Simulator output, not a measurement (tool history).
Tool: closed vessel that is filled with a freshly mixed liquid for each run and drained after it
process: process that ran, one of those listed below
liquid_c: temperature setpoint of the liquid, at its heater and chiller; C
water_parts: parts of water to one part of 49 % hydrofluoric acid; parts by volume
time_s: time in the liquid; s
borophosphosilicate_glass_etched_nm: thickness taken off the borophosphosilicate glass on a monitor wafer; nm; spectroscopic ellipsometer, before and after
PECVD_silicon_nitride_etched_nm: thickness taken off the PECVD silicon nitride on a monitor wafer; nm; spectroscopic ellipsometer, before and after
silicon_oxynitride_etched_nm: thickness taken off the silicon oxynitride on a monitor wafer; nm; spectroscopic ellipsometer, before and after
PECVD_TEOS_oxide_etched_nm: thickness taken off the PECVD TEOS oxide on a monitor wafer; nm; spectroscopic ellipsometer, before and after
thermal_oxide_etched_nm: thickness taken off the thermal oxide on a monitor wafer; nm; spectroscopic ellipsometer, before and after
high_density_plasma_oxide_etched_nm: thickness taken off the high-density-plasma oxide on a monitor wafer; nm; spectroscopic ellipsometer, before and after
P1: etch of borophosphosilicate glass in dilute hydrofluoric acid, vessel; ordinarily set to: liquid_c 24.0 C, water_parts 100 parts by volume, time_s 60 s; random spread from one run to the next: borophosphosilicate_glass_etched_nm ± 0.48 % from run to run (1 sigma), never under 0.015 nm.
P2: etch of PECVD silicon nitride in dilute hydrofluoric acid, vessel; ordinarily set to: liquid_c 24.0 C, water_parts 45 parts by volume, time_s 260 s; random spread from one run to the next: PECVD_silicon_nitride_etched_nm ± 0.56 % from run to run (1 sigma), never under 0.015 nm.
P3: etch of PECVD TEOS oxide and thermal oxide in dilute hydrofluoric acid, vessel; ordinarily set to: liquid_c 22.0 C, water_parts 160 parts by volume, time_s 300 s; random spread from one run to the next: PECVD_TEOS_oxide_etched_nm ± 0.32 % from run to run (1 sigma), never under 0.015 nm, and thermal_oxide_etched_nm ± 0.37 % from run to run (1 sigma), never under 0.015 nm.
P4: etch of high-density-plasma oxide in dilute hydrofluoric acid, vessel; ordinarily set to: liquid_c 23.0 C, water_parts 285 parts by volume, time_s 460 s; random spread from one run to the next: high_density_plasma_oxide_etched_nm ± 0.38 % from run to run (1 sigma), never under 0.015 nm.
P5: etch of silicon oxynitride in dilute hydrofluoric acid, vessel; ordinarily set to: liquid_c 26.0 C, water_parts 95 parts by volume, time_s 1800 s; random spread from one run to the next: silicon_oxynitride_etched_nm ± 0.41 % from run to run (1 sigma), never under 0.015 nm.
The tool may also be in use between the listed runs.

run,hour,process,liquid_c,water_parts,time_s,hours since the thermometer was replaced,hours since the hydrofluoric acid flow meter was replaced,borophosphosilicate_glass_etched_nm,PECVD_silicon_nitride_etched_nm,silicon_oxynitride_etched_nm,PECVD_TEOS_oxide_etched_nm,thermal_oxide_etched_nm,high_density_plasma_oxide_etched_nm
1,5.8,P1,24.0,100,60,372.5,967.5,40.480,,,,,
2,13.1,P1,24.0,155,100,379.8,974.8,40.440,,,,,
3,21.2,P1,24.0,30,60,387.9,982.9,146.290,,,,,
4,25.4,P2,17.5,45,260,392.1,987.1,,10.643,,,,
5,30.6,P5,22.0,95,1800,397.3,992.3,,,24.101,,,
6,35.8,P3,22.0,160,30,402.5,997.5,,,,3.1444,0.74658,
7,40.2,P5,26.0,95,1800,406.9,1001.9,,,29.123,,,
8,48.2,P1,30.0,100,110,414.9,1009.9,92.547,,,,,
9,55.3,P4,23.0,285,825,422.0,1017.0,,,,,,11.8450
10,63.2,P3,22.0,60,300,429.9,1024.9,,,,94.2490,22.67000,
11,71.9,P4,23.0,285,460,438.6,1033.6,,,,,,6.6728
12,76.7,P5,26.0,95,980,443.4,1038.4,,,15.901,,,
13,83.0,P2,24.0,45,510,449.7,1044.7,,33.019,,,,
14,90.2,P5,26.0,170,1800,456.9,1051.9,,,15.338,,,
15,94.3,P1,24.0,100,60,461.0,1056.0,40.219,,,,,
16,100.6,P1,24.0,100,60,467.3,1062.3,40.303,,,,,
17,108.1,P1,27.5,100,60,474.8,1069.8,45.970,,,,,
18,116.7,P1,24.0,150,60,483.4,1078.4,25.244,,,,,
19,125.0,P4,18.5,285,460,491.7,1086.7,,,,,,5.6448
20,130.0,P3,17.0,160,300,496.7,1091.7,,,,25.6280,6.24300,
21,138.5,P4,23.0,285,460,505.2,1100.2,,,,,,6.6180
22,146.7,P1,24.0,100,30,513.4,1108.4,20.064,,,,,
23,155.5,P1,24.0,100,60,522.2,1117.2,39.907,,,,,
24,162.5,P5,26.0,95,1800,529.2,1124.2,,,29.133,,,
25,170.3,P1,24.0,100,110,537.0,1132.0,74.074,,,,,
26,175.0,P3,22.0,160,300,541.7,1136.7,,,,31.3380,7.50570,
27,181.4,P2,24.0,45,260,548.1,1143.1,,16.877,,,,
28,190.1,P2,24.0,65,260,556.8,1151.8,,11.689,,,,
29,194.9,P1,24.0,100,60,561.6,1156.6,39.977,,,,,
30,200.2,P4,23.0,100,460,566.9,1161.9,,,,,,22.9190
31,204.6,P1,28.5,135,60,571.3,1166.3,33.726,,,,,
32,211.6,P1,17.0,100,60,578.3,1173.3,30.104,,,,,
33,217.2,P1,24.0,100,60,583.9,1178.9,40.191,,,,,
34,225.5,P1,24.0,100,60,592.2,1187.2,41.567,,,,,
35,233.5,P1,24.0,100,60,600.2,1195.2,42.569,,,,,
36,237.7,P1,24.0,100,60,604.4,1199.4,43.091,,,,,
37,244.0,P1,24.0,100,60,610.7,1205.7,43.043,,,,,
38,248.4,P1,24.0,100,60,615.1,1210.1,43.052,,,,,
39,253.7,P1,24.0,100,60,620.4,1215.4,43.383,,,,,
40,259.8,P1,24.0,100,60,626.5,1221.5,43.659,,,,,

P1 no longer gives what it gave before; its output has crept away from where it was. The following 2 causes, each at its listed size, fit the log equally well:
A: hydrofluoric acid flow above the setpoint (%) = 7.37
B: liquid hotter than its thermometer reads (K) = 2.03
The gradual shift began around hour 217.2.

Listed below are the offered check runs, one wafer per run, with question marks in place of results. For which of them would the causes give clearly different outcomes?
check 1,265.9,P5,26.0,155,1800,,,,,?,,,
check 2,265.9,P3,17.0,160,300,,,,,,?,?,
check 3,265.9,P4,23.0,170,780,,,,,,,,?
check 4,265.9,P2,24.0,45,430,,,,?,,,,

Check results expected under each cause:
check,result,if A,if B
check 1,silicon_oxynitride_etched_nm,18.400,18.586
check 2,PECVD_TEOS_oxide_etched_nm,27.8910,27.8970
check 2,thermal_oxide_etched_nm,6.70690,6.70850
check 3,high_density_plasma_oxide_etched_nm,23.0850,22.9150
check 4,PECVD_silicon_nitride_etched_nm,29.738,31.792
Distance between the nearest two causes, measured in the result of the check that separates them most: check 1 1.01 %; check 2 0.02 %; check 3 0.74 %; check 4 6.68 %
The other checks would show nearly matching results whichever cause is true, so check 4 is the only one that separates the causes.

The results of check 4 are: PECVD_silicon_nitride_etched_nm 31.636 nm. Based on these, which of the listed causes is it?

Of the candidate causes, it is B: liquid hotter than its thermometer reads (K).
